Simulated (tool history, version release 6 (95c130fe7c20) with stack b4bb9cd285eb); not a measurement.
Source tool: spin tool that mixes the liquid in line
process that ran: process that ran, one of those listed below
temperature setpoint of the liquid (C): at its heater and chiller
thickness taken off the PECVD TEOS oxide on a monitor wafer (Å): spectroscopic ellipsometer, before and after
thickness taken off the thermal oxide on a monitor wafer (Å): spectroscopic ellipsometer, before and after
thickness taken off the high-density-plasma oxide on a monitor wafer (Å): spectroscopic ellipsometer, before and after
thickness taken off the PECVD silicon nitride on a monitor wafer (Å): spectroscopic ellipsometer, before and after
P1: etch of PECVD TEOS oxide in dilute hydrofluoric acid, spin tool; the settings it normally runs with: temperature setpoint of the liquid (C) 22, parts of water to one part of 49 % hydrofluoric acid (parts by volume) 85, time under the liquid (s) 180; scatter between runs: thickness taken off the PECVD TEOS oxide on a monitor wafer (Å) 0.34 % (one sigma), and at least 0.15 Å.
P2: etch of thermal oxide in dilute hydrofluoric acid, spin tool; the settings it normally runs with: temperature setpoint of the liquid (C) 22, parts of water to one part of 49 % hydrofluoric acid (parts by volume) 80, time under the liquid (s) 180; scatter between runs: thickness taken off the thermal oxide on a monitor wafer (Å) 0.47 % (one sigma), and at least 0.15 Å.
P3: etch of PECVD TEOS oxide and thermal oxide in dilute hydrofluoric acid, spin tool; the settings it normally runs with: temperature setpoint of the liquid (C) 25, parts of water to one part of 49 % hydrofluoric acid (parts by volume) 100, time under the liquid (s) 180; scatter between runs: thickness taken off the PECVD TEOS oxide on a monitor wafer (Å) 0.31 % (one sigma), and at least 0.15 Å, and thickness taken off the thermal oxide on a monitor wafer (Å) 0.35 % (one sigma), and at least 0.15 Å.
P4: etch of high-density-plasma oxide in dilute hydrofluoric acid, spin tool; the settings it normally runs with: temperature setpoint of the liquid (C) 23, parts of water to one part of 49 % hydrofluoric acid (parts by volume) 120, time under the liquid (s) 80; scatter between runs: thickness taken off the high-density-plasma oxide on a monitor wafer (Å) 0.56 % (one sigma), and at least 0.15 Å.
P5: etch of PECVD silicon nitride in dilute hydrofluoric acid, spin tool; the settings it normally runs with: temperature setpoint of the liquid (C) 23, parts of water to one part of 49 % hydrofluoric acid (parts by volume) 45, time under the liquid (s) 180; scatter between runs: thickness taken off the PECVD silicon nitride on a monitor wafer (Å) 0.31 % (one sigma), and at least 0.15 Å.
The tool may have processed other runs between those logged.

run	day	process that ran	temperature setpoint of the liquid (C)	parts of water to one part of 49 % hydrofluoric acid (parts by volume)	time under the liquid (s)	hours since the thermometer was replaced	hours since the hydrofluoric acid flow meter was replaced	thickness taken off the PECVD TEOS oxide on a monitor wafer (Å)	thickness taken off the thermal oxide on a monitor wafer (Å)	thickness taken off the high-density-plasma oxide on a monitor wafer (Å)	thickness taken off the PECVD silicon nitride on a monitor wafer (Å)
1	0.283	P1	22	85	180	117.9	431.1	232			
2	0.746	P1	22	85	180	129	442.2	232.27			
3	1.15	P3	25	100	180	138.7	451.9	158.89	89.91		
4	1.404	P1	22	85	180	144.8	458	230.85			
5	1.867	P1	22	50	35	155.9	469.1	79.962			
6	2.296	P4	17	120	80	166.2	479.4			32.766	
7	2.721	P5	17	45	180	176.4	489.6				47.541
8	3.004	P4	23	65	80	183.2	496.4			81.327	
9	3.288	P1	22	85	85	190	503.2	108.94			
10	3.638	P3	19.5	100	180	198.4	511.6	126.8	72.018		
11	3.908	P1	22	85	180	204.9	518.1	231.19			
12	4.388	P5	23	45	30	216.4	529.6				11.898
13	4.696	P3	25	100	335	223.8	537	295.78	167.44		
14	5.225	P2	29.5	80	180	236.5	549.7		141.04		
15	5.675	P5	23	45	180	247.3	560.5				71.97
16	5.929	P4	23	120	80	253.4	566.6			41.17	
17	6.408	P1	22	85	180	264.9	578.1	231.83			
18	6.671	P5	23	20	180	271.2	584.4				156.19
19	7.238	P2	22	25	180	284.8	598		357.01		
20	7.567	P1	17	85	180	292.7	605.9	187.94			
21	7.896	P1	22	35	180	300.6	613.8	601.62			
22	8.4	P1	27.5	50	180	312.7	625.9	515.23			
23	8.688	P2	22	80	15	319.6	632.8		8.7838		
24	9.021	P4	23	120	160	327.6	640.8			82.829	
25	9.383	P1	22	85	180	336.3	649.5	230.93			
26	9.725	P1	22	140	180	344.5	657.7	132.4			
27	10.029	P1	22	85	180	351.8	665	233.39			
28	10.308	P1	22	85	330	358.5	671.7	424.86			
29	10.8	P1	26.5	85	180	370.3	683.5	276.81			
30	11.058	P2	22	80	180	376.5	689.7		104.58		
31	11.525	P3	25	35	180	387.7	700.9	492.58	279.76		
32	11.925	P1	22	85	180	397.3	710.5	232.72			
33	12.238	P1	22	85	180	404.8	718	225.5			
34	12.55	P1	22	85	180	412.3	725.5	219.7			
35	13.05	P1	22	85	180	424.3	737.5	217.44			
36	13.462	P1	22	85	180	434.2	747.4	214.85			
37	14.017	P1	22	85	180	447.5	760.7	214.82			
38	14.317	P1	22	85	180	454.7	767.9	212.43			
39	14.833	P1	22	85	180	467.1	780.3	213.51			
40	15.154	P1	22	85	180	474.8	788	212.06			
41	15.654	P1	22	85	180	486.8	800	211.83			
42	15.904	P1	22	85	180	492.8	806	211.57			

P1 has crept away from where it was. The log is fitted equally well by each of these 2 causes, at the sizes shown:
A: liquid colder than its thermometer reads (K) = 2.22
B: hydrofluoric acid flow below the setpoint (%) = 7.91
The onset of the drift is placed at about day 11.925.

Listed below are the offered check runs, one wafer per run, with question marks in place of results. For which of them would the causes give clearly different outcomes?
check 1	16.154	P5	23	45	180						?
check 2	16.154	P4	23	120	80					?	
check 3	16.154	P2	22	80	180				?		
check 4	16.154	P3	25	100	180			?	?		

How each check would come out, cause by cause:
check	result	if A	if B
check 1	thickness taken off the PECVD silicon nitride on a monitor wafer (Å)	61.647	66.244
check 2	thickness taken off the high-density-plasma oxide on a monitor wafer (Å)	37.638	37.416
check 3	thickness taken off the thermal oxide on a monitor wafer (Å)	94.756	94.855
check 4	thickness taken off the PECVD TEOS oxide on a monitor wafer (Å)	145.19	144.45
check 4	thickness taken off the thermal oxide on a monitor wafer (Å)	82.546	82.126
Per check, the gap between the least separated pair of causes, taken in the result that splits them most: check 1 7.19 %; check 2 0.59 %; check 3 0.1 %; check 4 0.51 %
Check 1 tells the causes apart: in the others they would give nearly the same result.

Check 1 was then run and gave: thickness taken off the PECVD silicon nitride on a monitor wafer (Å) 61.697. Which cause is it?

The cause is A: liquid colder than its thermometer reads (K).

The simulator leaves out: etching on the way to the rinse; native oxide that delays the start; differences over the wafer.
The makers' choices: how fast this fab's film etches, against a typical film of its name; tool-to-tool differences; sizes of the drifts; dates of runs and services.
